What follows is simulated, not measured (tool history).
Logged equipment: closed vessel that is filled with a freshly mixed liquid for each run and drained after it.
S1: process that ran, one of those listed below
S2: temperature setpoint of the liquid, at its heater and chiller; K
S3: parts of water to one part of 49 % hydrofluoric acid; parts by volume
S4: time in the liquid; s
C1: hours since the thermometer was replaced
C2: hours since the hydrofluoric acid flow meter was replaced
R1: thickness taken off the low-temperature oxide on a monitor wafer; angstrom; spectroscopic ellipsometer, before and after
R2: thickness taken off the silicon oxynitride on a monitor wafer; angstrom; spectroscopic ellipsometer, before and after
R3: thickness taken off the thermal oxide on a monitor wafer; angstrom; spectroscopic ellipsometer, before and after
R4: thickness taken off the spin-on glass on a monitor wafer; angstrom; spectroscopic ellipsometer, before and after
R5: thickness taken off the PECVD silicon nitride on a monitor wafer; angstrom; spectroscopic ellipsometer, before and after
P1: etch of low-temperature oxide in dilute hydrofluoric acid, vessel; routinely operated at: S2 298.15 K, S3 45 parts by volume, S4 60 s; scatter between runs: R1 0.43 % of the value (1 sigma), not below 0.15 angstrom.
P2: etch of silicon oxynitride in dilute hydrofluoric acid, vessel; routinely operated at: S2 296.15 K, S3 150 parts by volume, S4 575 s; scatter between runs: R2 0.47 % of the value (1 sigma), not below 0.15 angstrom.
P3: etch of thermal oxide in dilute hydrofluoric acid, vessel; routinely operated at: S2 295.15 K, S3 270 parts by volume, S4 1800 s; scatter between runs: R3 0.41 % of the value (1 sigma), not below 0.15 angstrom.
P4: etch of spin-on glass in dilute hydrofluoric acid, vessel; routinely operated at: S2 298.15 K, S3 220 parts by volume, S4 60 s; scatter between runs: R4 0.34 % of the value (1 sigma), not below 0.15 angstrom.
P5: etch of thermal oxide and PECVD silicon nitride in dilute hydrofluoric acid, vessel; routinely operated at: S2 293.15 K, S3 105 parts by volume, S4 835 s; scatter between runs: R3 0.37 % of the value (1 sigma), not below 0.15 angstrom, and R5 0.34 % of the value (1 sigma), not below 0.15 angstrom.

Run 1, hour 9.7: S1 P1, S2 298.15 K, S3 45 parts by volume, S4 60 s; C1 373.8; C2 405.8. Result: R1 522.60 angstrom.
Run 2, hour 20.8: S1 P2, S2 296.15 K, S3 150 parts by volume, S4 575 s; C1 384.9; C2 416.9. Result: R2 52.356 angstrom.
Run 3, hour 26.3: S1 P3, S2 295.15 K, S3 60 parts by volume, S4 1800 s; C1 390.4; C2 422.4. Result: R3 1330.700 angstrom.
Run 4, hour 33.9: S1 P4, S2 298.15 K, S3 220 parts by volume, S4 60 s; C1 398.0; C2 430.0. Result: R4 94.120 angstrom.
Run 5, hour 44.1: S1 P3, S2 295.15 K, S3 270 parts by volume, S4 1800 s; C1 408.2; C2 440.2. Result: R3 235.380 angstrom.
Run 6, hour 56.4: S1 P1, S2 298.15 K, S3 45 parts by volume, S4 30 s; C1 420.5; C2 452.5. Result: R1 261.99 angstrom.
Run 7, hour 68.8: S1 P5, S2 293.15 K, S3 105 parts by volume, S4 1615 s; C1 432.9; C2 464.9. Result: R3 609.440 angstrom, R5 567.54 angstrom.
Run 8, hour 75.7: S1 P4, S2 298.15 K, S3 220 parts by volume, S4 30 s; C1 439.8; C2 471.8. Result: R4 47.149 angstrom.
At hour 85.5: thermometer replaced.
Run 9, hour 85.7: S1 P1, S2 293.15 K, S3 45 parts by volume, S4 60 s; C1 0.3; C2 481.8. Result: R1 424.80 angstrom.
Run 10, hour 91.9: S1 P3, S2 295.15 K, S3 270 parts by volume, S4 1800 s; C1 6.5; C2 488.0. Result: R3 234.150 angstrom.
Run 11, hour 98.8: S1 P1, S2 298.15 K, S3 45 parts by volume, S4 100 s; C1 13.4; C2 494.9. Result: R1 875.22 angstrom.
Run 12, hour 106.1: S1 P1, S2 304.15 K, S3 45 parts by volume, S4 85 s; C1 20.7; C2 502.2. Result: R1 947.68 angstrom.
Run 13, hour 114.6: S1 P1, S2 298.15 K, S3 45 parts by volume, S4 60 s; C1 29.2; C2 510.7. Result: R1 523.87 angstrom.
Run 14, hour 126.8: S1 P2, S2 296.15 K, S3 150 parts by volume, S4 965 s; C1 41.4; C2 522.9. Result: R2 86.968 angstrom.
Run 15, hour 137.1: S1 P2, S2 290.15 K, S3 150 parts by volume, S4 575 s; C1 51.7; C2 533.2. Result: R2 39.463 angstrom.
Run 16, hour 143.2: S1 P1, S2 298.15 K, S3 45 parts by volume, S4 60 s; C1 57.8; C2 539.3. Result: R1 528.30 angstrom.
Run 17, hour 152.5: S1 P3, S2 295.15 K, S3 270 parts by volume, S4 390 s; C1 67.1; C2 548.6. Result: R3 50.884 angstrom.
Run 18, hour 158.6: S1 P5, S2 290.15 K, S3 105 parts by volume, S4 835 s; C1 73.2; C2 554.7. Result: R3 276.150 angstrom, R5 240.62 angstrom.
Run 19, hour 169.1: S1 P2, S2 296.15 K, S3 150 parts by volume, S4 575 s; C1 83.7; C2 565.2. Result: R2 52.245 angstrom.
Run 20, hour 176.6: S1 P1, S2 298.15 K, S3 45 parts by volume, S4 60 s; C1 91.2; C2 572.7. Result: R1 525.48 angstrom.
Run 21, hour 187.7: S1 P1, S2 298.15 K, S3 20 parts by volume, S4 60 s; C1 102.3; C2 583.8. Result: R1 1229.90 angstrom.
Run 22, hour 194.5: S1 P4, S2 298.15 K, S3 40 parts by volume, S4 60 s; C1 109.1; C2 590.6. Result: R4 643.360 angstrom.
Run 23, hour 200.3: S1 P4, S2 303.65 K, S3 220 parts by volume, S4 60 s; C1 114.9; C2 596.4. Result: R4 114.600 angstrom.
Run 24, hour 211.5: S1 P2, S2 296.15 K, S3 35 parts by volume, S4 575 s; C1 126.1; C2 607.6. Result: R2 247.050 angstrom.
Run 25, hour 220.3: S1 P1, S2 298.15 K, S3 70 parts by volume, S4 60 s; C1 134.9; C2 616.4. Result: R1 327.39 angstrom.
Run 26, hour 232.5: S1 P1, S2 304.65 K, S3 45 parts by volume, S4 60 s; C1 147.1; C2 628.6. Result: R1 677.59 angstrom.
Run 27, hour 243.3: S1 P5, S2 293.15 K, S3 105 parts by volume, S4 835 s; C1 157.9; C2 639.4. Result: R3 313.510 angstrom, R5 293.36 angstrom.
Run 28, hour 255.2: S1 P3, S2 290.15 K, S3 270 parts by volume, S4 1800 s; C1 169.8; C2 651.3. Result: R3 195.910 angstrom.
Run 29, hour 266.3: S1 P1, S2 298.15 K, S3 45 parts by volume, S4 60 s; C1 180.9; C2 662.4. Result: R1 527.54 angstrom.
Run 30, hour 272.3: S1 P5, S2 293.15 K, S3 60 parts by volume, S4 835 s; C1 186.9; C2 668.4. Result: R3 578.860 angstrom, R5 506.94 angstrom.
Run 31, hour 281.7: S1 P1, S2 298.15 K, S3 45 parts by volume, S4 60 s; C1 196.3; C2 677.8. Result: R1 526.18 angstrom.
Run 32, hour 288.2: S1 P1, S2 298.15 K, S3 45 parts by volume, S4 60 s; C1 202.8; C2 684.3. Result: R1 517.15 angstrom.
Run 33, hour 294.9: S1 P1, S2 298.15 K, S3 45 parts by volume, S4 60 s; C1 209.5; C2 691.0. Result: R1 509.29 angstrom.
Run 34, hour 305.9: S1 P1, S2 298.15 K, S3 45 parts by volume, S4 60 s; C1 220.5; C2 702.0. Result: R1 499.79 angstrom.
Run 35, hour 313.0: S1 P1, S2 298.15 K, S3 45 parts by volume, S4 60 s; C1 227.6; C2 709.1. Result: R1 496.57 angstrom.
Run 36, hour 323.6: S1 P1, S2 298.15 K, S3 45 parts by volume, S4 60 s; C1 238.2; C2 719.7. Result: R1 494.11 angstrom.
Run 37, hour 334.5: S1 P1, S2 298.15 K, S3 45 parts by volume, S4 60 s; C1 249.1; C2 730.6. Result: R1 491.11 angstrom.
Run 38, hour 345.3: S1 P1, S2 298.15 K, S3 45 parts by volume, S4 60 s; C1 259.9; C2 741.4. Result: R1 490.59 angstrom.
Run 39, hour 356.2: S1 P1, S2 298.15 K, S3 45 parts by volume, S4 60 s; C1 270.8; C2 752.3. Result: R1 489.45 angstrom.

Run 40 comes next. What will it give?
Run 40, hour 365.7: S1 P1, S2 298.15 K, S3 45 parts by volume, S4 60 s; C1 280.3; C2 761.8. Result: R1 ?.

Run 40 measured R1 485.76 angstrom.
